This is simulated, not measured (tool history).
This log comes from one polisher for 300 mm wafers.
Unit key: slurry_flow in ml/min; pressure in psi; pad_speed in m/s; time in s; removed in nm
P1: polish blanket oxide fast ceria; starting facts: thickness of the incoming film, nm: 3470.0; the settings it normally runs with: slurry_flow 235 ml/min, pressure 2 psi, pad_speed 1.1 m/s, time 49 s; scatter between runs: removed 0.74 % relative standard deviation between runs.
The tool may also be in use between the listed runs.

run	day	slurry_flow	pressure	pad_speed	time	wafers polished on this pad	hours since the slurry nozzle was cleaned	hours since the head pressure was calibrated	removed
1	0.304	235	2	1.1	49	235	122.7	187.6	691.59
2	0.492	235	1.1	1.1	49	268	127.2	192.1	380.07
3	0.796	235	2	1.1	30	320	134.5	199.4	420.37
4	1.083	235	2	1.7	49	369	141.4	206.3	1048.8
5	1.221	235	2	1.1	49	393	144.7	209.6	684.9
6	1.417	235	2	1.1	49	426	149.4	214.3	693.56
7	1.617	235	2.6	1.1	49	461	154.2	219.1	903.04
8	1.879	235	2	1.1	71	506	160.5	225.4	998.88
9	2.017	335	2	1.1	49	529	163.8	228.7	714.39
10	2.283	140	2	1.1	49	575	170.2	235.1	641.1
11	2.479	235	2	0.7	49	609	174.9	239.8	440.62
12	2.775	235	2	0.84	22	660	182	246.9	234.57
13	3.083	235	2	1.1	49	712	189.4	254.3	698.25

What will run 14 give?
14	3.246	235	2	1.1	49	740	193.3	258.2	?

Run 14 gave removed 689.68 nm.
